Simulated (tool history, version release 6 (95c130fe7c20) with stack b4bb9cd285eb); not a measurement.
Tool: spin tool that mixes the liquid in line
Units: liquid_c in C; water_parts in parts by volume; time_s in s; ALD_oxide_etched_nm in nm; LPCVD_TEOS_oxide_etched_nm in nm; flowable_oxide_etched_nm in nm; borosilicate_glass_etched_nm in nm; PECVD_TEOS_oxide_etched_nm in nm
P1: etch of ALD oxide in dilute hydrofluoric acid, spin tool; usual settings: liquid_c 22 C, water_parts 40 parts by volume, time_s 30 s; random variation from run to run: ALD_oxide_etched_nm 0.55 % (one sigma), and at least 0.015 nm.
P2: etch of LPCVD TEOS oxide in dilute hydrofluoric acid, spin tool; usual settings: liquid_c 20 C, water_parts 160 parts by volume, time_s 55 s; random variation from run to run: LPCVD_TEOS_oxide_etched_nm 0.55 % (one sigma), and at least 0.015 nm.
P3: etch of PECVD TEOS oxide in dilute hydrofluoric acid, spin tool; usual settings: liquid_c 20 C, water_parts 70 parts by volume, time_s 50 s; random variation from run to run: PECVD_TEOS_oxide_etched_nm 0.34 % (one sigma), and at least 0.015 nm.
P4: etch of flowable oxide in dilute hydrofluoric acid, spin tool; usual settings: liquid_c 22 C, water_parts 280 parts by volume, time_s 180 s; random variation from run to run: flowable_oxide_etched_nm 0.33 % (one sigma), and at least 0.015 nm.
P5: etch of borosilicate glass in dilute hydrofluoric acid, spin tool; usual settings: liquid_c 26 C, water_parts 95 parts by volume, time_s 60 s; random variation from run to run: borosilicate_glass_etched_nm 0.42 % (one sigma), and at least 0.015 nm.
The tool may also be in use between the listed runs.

run   hour  process  liquid_c  water_parts  time_s  ALD_oxide_etched_nm  LPCVD_TEOS_oxide_etched_nm  flowable_oxide_etched_nm  borosilicate_glass_etched_nm  PECVD_TEOS_oxide_etched_nm
  1    2.1       P1        22           40      30               17.757
  2    6.1       P1        22           65      30               10.598
  3    8.4       P2        20           55      55                                           50.152
  4   10.7       P4        22          395     180                                                                     8.4196
  5   13.6       P2        20          160     110                                           31.099
  6   16.9       P5        26           95      60                                                                                                   12.971
  7   19.7       P5        19           95      60                                                                                                   9.7878
  8   22.1       P1        17           40      30               14.469
  9   25.9       P4        22          280      15                                                                     1.1005
 10   28.6       P1        22           40      55               32.454
 11   32.9       P4      29.5          280     180                                                                     17.169
      33.1  -- hydrofluoric acid flow meter replaced
 12     37       P2        17          160      55                                           13.713
 13   41.1       P3        20           20      50                                                                                                                               65.865
 14   44.5       P1        22           55      15               6.3238
 15   48.1       P1        17           20      30               29.356
 16   51.2       P5        26           20      60                                                                                                   68.146
 17   53.2       P3        20           70      50                                                                                                                                17.63
 18   55.4       P1        22           40      30               17.726
 19   58.9       P1        22           40      30               17.715
 20   61.8       P2        20          160      55                                           15.278
 21   64.6       P3        28           70      50                                                                                                                               24.344
 22     68       P1        22           40      30               17.761
 23   71.7       P1      29.5           40      30               24.025
 24   74.5       P1        22           40      15               8.8461
 25   77.1       P1        22           25      30               28.837
 26     80       P3        20           70      95                                                                                                                               33.768
 27   82.9       P1        22           40      30               17.738
 28   86.6       P4        22          280     180                                                                     13.202
 29   88.5       P5        26           95      15                                                                                                   3.2294
 30   92.7       P1        22           40      30               17.562
 31   94.8       P1        22           40      30               17.677
 32   98.8       P1        22           40      30               18.775
 33  101.6       P1        22           40      30               18.994
 34  105.6       P1        22           40      30               19.484
 35  108.6       P1        22           40      30                19.38
 36    111       P1        22           40      30               19.319
 37    115       P1        22           40      30               19.717
 38  118.3       P1        22           40      30               19.469

What P1 gives has crept away from where it was. These 2 causes fit the log equally well, each at the size given:
A: hydrofluoric acid flow above the setpoint (%) = 10.1
B: liquid hotter than its thermometer reads (K) = 2.41
The creep began at about hour 94.8.

4 check runs are offered, one wafer each, their results left as question marks. Which one tells the causes apart?
check 1  121.6       P3        20           25      90                                                                                                                                    ?
check 2  121.6       P4      27.5          370     180                                                                          ?
check 3  121.6       P2        17          160      55                                                ?
check 4  121.6       P5        26           20      35                                                                                                        ?

What each check would give under each cause:
  check                        result    if A    if B
check 1    PECVD_TEOS_oxide_etched_nm  103.74  104.21
check 2      flowable_oxide_etched_nm  12.598   11.93
check 3    LPCVD_TEOS_oxide_etched_nm  15.208  15.006
check 4  borosilicate_glass_etched_nm  43.907  43.943
How far apart the two closest causes lie, in the result that separates them most: check 1 0.45 %; check 2 5.45 %; check 3 1.34 %; check 4 0.08 %
Only check 2 tells the causes apart: in the others they would give nearly the same result.

Then check 2 was run and gave: flowable_oxide_etched_nm 11.961 nm. Which cause is it?

It is B: liquid hotter than its thermometer reads (K).
